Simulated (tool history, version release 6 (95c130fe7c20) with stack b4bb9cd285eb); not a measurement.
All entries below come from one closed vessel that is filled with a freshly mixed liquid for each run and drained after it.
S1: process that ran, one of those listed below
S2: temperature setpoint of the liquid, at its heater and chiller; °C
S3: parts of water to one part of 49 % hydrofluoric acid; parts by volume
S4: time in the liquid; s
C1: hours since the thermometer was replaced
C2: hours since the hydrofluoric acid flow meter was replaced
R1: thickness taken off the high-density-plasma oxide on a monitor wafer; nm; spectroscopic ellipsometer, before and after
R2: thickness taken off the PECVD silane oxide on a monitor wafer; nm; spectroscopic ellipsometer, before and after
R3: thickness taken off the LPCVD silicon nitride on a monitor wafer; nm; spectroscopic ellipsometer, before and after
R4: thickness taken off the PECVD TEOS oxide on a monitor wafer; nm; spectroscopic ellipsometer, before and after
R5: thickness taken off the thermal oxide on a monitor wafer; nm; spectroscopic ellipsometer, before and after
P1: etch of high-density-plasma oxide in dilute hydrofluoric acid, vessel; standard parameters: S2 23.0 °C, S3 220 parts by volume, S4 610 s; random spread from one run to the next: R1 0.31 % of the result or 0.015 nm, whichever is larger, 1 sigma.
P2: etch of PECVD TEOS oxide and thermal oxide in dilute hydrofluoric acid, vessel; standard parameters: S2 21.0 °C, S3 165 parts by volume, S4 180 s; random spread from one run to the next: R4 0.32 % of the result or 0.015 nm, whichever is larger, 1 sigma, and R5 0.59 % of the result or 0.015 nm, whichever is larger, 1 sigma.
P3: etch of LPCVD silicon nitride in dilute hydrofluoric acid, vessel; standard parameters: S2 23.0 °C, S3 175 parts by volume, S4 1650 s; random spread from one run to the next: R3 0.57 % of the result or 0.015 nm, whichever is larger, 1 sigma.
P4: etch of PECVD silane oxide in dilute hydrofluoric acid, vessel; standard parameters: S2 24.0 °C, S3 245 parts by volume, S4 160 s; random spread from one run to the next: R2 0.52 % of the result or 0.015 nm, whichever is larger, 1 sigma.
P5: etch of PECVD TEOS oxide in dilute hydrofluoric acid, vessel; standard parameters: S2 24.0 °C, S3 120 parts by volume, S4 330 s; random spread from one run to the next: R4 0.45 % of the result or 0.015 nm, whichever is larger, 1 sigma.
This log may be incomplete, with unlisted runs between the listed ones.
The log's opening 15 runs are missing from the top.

run 16 hour=145.3 | S1=P1 S2=23.0 S3=220 S4=610 | C1=841.3 C2=834.0 | R1=13.5010
run 17 hour=150.6 | S1=P1 S2=17.0 S3=220 S4=610 | C1=846.6 C2=839.3 | R1=10.7380
run 18 hour=162.2 | S1=P1 S2=23.0 S3=390 S4=610 | C1=858.2 C2=850.9 | R1=6.4552
run 19 hour=172.4 | S1=P2 S2=21.0 S3=165 S4=180 | C1=868.4 C2=861.1 | R4=13.5400 R5=4.40700
run 20 hour=183.2 | S1=P5 S2=24.0 S3=175 S4=330 | C1=879.2 C2=871.9 | R4=17.3250
run 21 hour=189.9 | S1=P2 S2=21.0 S3=165 S4=30 | C1=885.9 C2=878.6 | R4=2.2576 R5=0.74315
run 22 hour=195.8 | S1=P5 S2=24.0 S3=120 S4=30 | C1=891.8 C2=884.5 | R4=2.4516
run 23 hour=205.8 | S1=P1 S2=19.5 S3=220 S4=885 | C1=901.8 C2=894.5 | R1=17.0810
run 24 hour=211.5 | S1=P5 S2=24.0 S3=120 S4=330 | C1=907.5 C2=900.2 | R4=26.6340
-- hour=216.7 hydrofluoric acid flow meter replaced
run 25 hour=219.4 | S1=P4 S2=24.0 S3=245 S4=160 | C1=915.4 C2=2.8 | R2=10.562
run 26 hour=226.6 | S1=P5 S2=27.5 S3=120 S4=330 | C1=922.6 C2=10.0 | R4=30.3050
run 27 hour=235.5 | S1=P1 S2=30.0 S3=220 S4=610 | C1=931.5 C2=18.9 | R1=17.4170
run 28 hour=245.1 | S1=P3 S2=17.0 S3=175 S4=1650 | C1=941.1 C2=28.5 | R3=2.6611

Estimate the outcome of run 29 from the log above:
run 29 hour=252.8 | S1=P1 S2=23.0 S3=220 S4=610 | C1=948.8 C2=36.2 | R1=?

Run 29 yielded R1 13.4830 nm.
